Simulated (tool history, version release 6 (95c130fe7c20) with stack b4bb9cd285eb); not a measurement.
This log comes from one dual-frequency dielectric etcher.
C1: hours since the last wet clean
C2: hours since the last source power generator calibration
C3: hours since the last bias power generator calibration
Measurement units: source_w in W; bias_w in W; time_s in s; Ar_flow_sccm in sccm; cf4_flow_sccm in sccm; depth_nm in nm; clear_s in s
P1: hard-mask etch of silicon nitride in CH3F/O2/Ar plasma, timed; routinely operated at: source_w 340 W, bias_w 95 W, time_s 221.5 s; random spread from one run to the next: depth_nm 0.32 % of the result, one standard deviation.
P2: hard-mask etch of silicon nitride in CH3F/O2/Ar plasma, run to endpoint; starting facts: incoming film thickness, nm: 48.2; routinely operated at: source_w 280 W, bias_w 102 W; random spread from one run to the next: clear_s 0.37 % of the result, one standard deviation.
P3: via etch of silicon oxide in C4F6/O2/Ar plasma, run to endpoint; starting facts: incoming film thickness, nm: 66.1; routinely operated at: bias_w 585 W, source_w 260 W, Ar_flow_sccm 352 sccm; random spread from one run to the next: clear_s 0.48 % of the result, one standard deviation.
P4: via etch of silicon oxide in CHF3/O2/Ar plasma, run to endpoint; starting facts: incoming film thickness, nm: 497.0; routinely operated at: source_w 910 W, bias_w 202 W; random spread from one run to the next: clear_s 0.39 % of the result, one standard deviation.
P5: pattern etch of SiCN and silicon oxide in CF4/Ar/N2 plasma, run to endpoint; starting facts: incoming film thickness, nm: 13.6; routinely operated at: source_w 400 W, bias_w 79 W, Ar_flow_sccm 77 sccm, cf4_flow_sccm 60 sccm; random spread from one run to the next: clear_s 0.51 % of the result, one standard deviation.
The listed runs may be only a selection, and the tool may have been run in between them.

run 1 hour=9.6 | process=P1 source_w=340 bias_w=95 time_s=221.5 | C1=102.3 C2=1315.4 C3=3262 | depth_nm=157.52
run 2 hour=25.2 | process=P1 source_w=340 bias_w=95 time_s=295.5 | C1=117.9 C2=1331 C3=3277.6 | depth_nm=210.98
run 3 hour=34.1 | process=P5 source_w=400 bias_w=79 Ar_flow_sccm=77 cf4_flow_sccm=76 | C1=126.8 C2=1339.9 C3=3286.5 | clear_s=16.093
run 4 hour=49.1 | process=P1 source_w=340 bias_w=95 time_s=221.5 | C1=141.8 C2=1354.9 C3=3301.5 | depth_nm=157.19
run 5 hour=59.2 | process=P3 source_w=260 bias_w=585 Ar_flow_sccm=435 | C1=151.9 C2=1365 C3=3311.6 | clear_s=16.235
run 6 hour=70.6 | process=P3 source_w=260 bias_w=585 Ar_flow_sccm=352 | C1=163.3 C2=1376.4 C3=3323 | clear_s=15.791
run 7 hour=87.8 | process=P2 source_w=280 bias_w=76 | C1=180.5 C2=1393.6 C3=3340.2 | clear_s=78.033
run 8 hour=103 | process=P2 source_w=390 bias_w=102 | C1=195.7 C2=1408.8 C3=3355.4 | clear_s=62.244
run 9 hour=115.7 | process=P1 source_w=340 bias_w=63 time_s=221.5 | C1=208.4 C2=1421.5 C3=3368.1 | depth_nm=136.87
run 10 hour=129.4 | process=P1 source_w=240 bias_w=95 time_s=221.5 | C1=222.1 C2=1435.2 C3=3381.8 | depth_nm=138.36
run 11 hour=140.9 | process=P1 source_w=440 bias_w=95 time_s=221.5 | C1=233.6 C2=1446.7 C3=3393.3 | depth_nm=172.83
run 12 hour=154.2 | process=P1 source_w=340 bias_w=66 time_s=151 | C1=246.9 C2=1460 C3=3406.6 | depth_nm=94.612
run 13 hour=169.8 | process=P1 source_w=340 bias_w=95 time_s=221.5 | C1=262.5 C2=1475.6 C3=3422.2 | depth_nm=157.86
-- hour=179.1 source power generator calibrated
run 14 hour=179.3 | process=P5 source_w=400 bias_w=79 Ar_flow_sccm=60 cf4_flow_sccm=60 | C1=272 C2=0.2 C3=3431.7 | clear_s=15.929
run 15 hour=189.6 | process=P1 source_w=410 bias_w=95 time_s=288 | C1=282.3 C2=10.5 C3=3442 | depth_nm=219.01
run 16 hour=205.2 | process=P1 source_w=340 bias_w=95 time_s=221.5 | C1=297.9 C2=26.1 C3=3457.6 | depth_nm=157.76
run 17 hour=219 | process=P4 source_w=1280 bias_w=202 | C1=311.7 C2=39.9 C3=3471.4 | clear_s=178.45
run 18 hour=234.2 | process=P1 source_w=340 bias_w=95 time_s=221.5 | C1=326.9 C2=55.1 C3=3486.6 | depth_nm=157.6
run 19 hour=250 | process=P1 source_w=340 bias_w=95 time_s=221.5 | C1=342.7 C2=70.9 C3=3502.4 | depth_nm=157.31
run 20 hour=260.9 | process=P5 source_w=400 bias_w=79 Ar_flow_sccm=77 cf4_flow_sccm=60 | C1=353.6 C2=81.8 C3=3513.3 | clear_s=16.545
run 21 hour=272.8 | process=P2 source_w=280 bias_w=102 | C1=365.5 C2=93.7 C3=3525.2 | clear_s=69.958
-- hour=280 bias power generator calibrated
run 22 hour=282.9 | process=P4 source_w=910 bias_w=146 | C1=375.6 C2=103.8 C3=2.9 | clear_s=224.37
run 23 hour=293.8 | process=P5 source_w=510 bias_w=79 Ar_flow_sccm=77 cf4_flow_sccm=60 | C1=386.5 C2=114.7 C3=13.8 | clear_s=13.318
run 24 hour=302.3 | process=P5 source_w=400 bias_w=47 Ar_flow_sccm=77 cf4_flow_sccm=60 | C1=395 C2=123.2 C3=22.3 | clear_s=19.522
run 25 hour=317.8 | process=P1 source_w=340 bias_w=95 time_s=221.5 | C1=410.5 C2=138.7 C3=37.8 | depth_nm=157.7
run 26 hour=325.3 | process=P2 source_w=280 bias_w=102 | C1=418 C2=146.2 C3=45.3 | clear_s=70.21
run 27 hour=337.1 | process=P1 source_w=340 bias_w=130 time_s=221.5 | C1=429.8 C2=158 C3=57.1 | depth_nm=177.89
run 28 hour=350.9 | process=P3 source_w=200 bias_w=585 Ar_flow_sccm=352 | C1=443.6 C2=171.8 C3=70.9 | clear_s=17.421
run 29 hour=362.4 | process=P5 source_w=400 bias_w=79 Ar_flow_sccm=77 cf4_flow_sccm=60 | C1=455.1 C2=183.3 C3=82.4 | clear_s=16.484
run 30 hour=379.2 | process=P1 source_w=340 bias_w=95 time_s=167 | C1=471.9 C2=200.1 C3=99.2 | depth_nm=118.86
run 31 hour=391.5 | process=P4 source_w=910 bias_w=202 | C1=484.2 C2=212.4 C3=111.5 | clear_s=202.81
run 32 hour=407.8 | process=P3 source_w=260 bias_w=340 Ar_flow_sccm=352 | C1=500.5 C2=228.7 C3=127.8 | clear_s=19.429
run 33 hour=418 | process=P1 source_w=340 bias_w=95 time_s=221.5 | C1=510.7 C2=238.9 C3=138 | depth_nm=157.07
run 34 hour=427.8 | process=P1 source_w=340 bias_w=95 time_s=221.5 | C1=520.5 C2=248.7 C3=147.8 | depth_nm=155.69
run 35 hour=437.3 | process=P1 source_w=340 bias_w=95 time_s=221.5 | C1=530 C2=258.2 C3=157.3 | depth_nm=155.8
run 36 hour=446.1 | process=P1 source_w=340 bias_w=95 time_s=221.5 | C1=538.8 C2=267 C3=166.1 | depth_nm=155.69
run 37 hour=462.2 | process=P1 source_w=340 bias_w=95 time_s=221.5 | C1=554.9 C2=283.1 C3=182.2 | depth_nm=155.43
-- hour=469.9 wet clean of the chamber
run 38 hour=476.9 | process=P1 source_w=340 bias_w=95 time_s=221.5 | C1=7.1 C2=297.8 C3=196.9 | depth_nm=155.11
run 39 hour=493.2 | process=P1 source_w=340 bias_w=95 time_s=221.5 | C1=23.4 C2=314.1 C3=213.2 | depth_nm=155.41

P1 no longer gives what it gave before; its output has crept away from where it was. The following 2 causes, each at its listed size, fit the log equally well:
A: bias power that arrives under what is set, % = 4.66
B: source power that arrives under what is set, % = 4.59
The process output started creeping at around hour 418.
What rules out each remaining cause:
chamber walls in a state that lowers the etch rate, %: serviced at hour 469.9, which brought nothing back

The 4 check runs listed below each average the results of 2 wafers, and their outcomes are marked with question marks. Under which run would the listed causes produce clearly different results?
run check 1 hour=509.5 | process=P4 source_w=1210 bias_w=202 | clear_s=?
run check 2 hour=509.5 | process=P5 source_w=460 bias_w=79 Ar_flow_sccm=77 cf4_flow_sccm=60 | clear_s=?
run check 3 hour=509.5 | process=P3 source_w=230 bias_w=395 Ar_flow_sccm=352 | clear_s=?
run check 4 hour=509.5 | process=P2 source_w=360 bias_w=102 | clear_s=?

What each check would give under each cause:
check=check_1 result=clear_s if_A=184.77 if_B=185.25
check=check_2 result=clear_s if_A=14.854 if_B=15.236
check=check_3 result=clear_s if_A=19.594 if_B=19.588
check=check_4 result=clear_s if_A=65.161 if_B=65.149
How far apart the two closest causes lie, in the result that separates them most: check 1 0.26 %; check 2 2.54 %; check 3 0.03 %; check 4 0.02 %
The causes can be told apart only by check 2. The other checks would give nearly the same results under each of them.

The results of check 2 are: clear_s 15.291 s. Based on these, which of the listed causes is it?

It is B: source power that arrives under what is set, %.
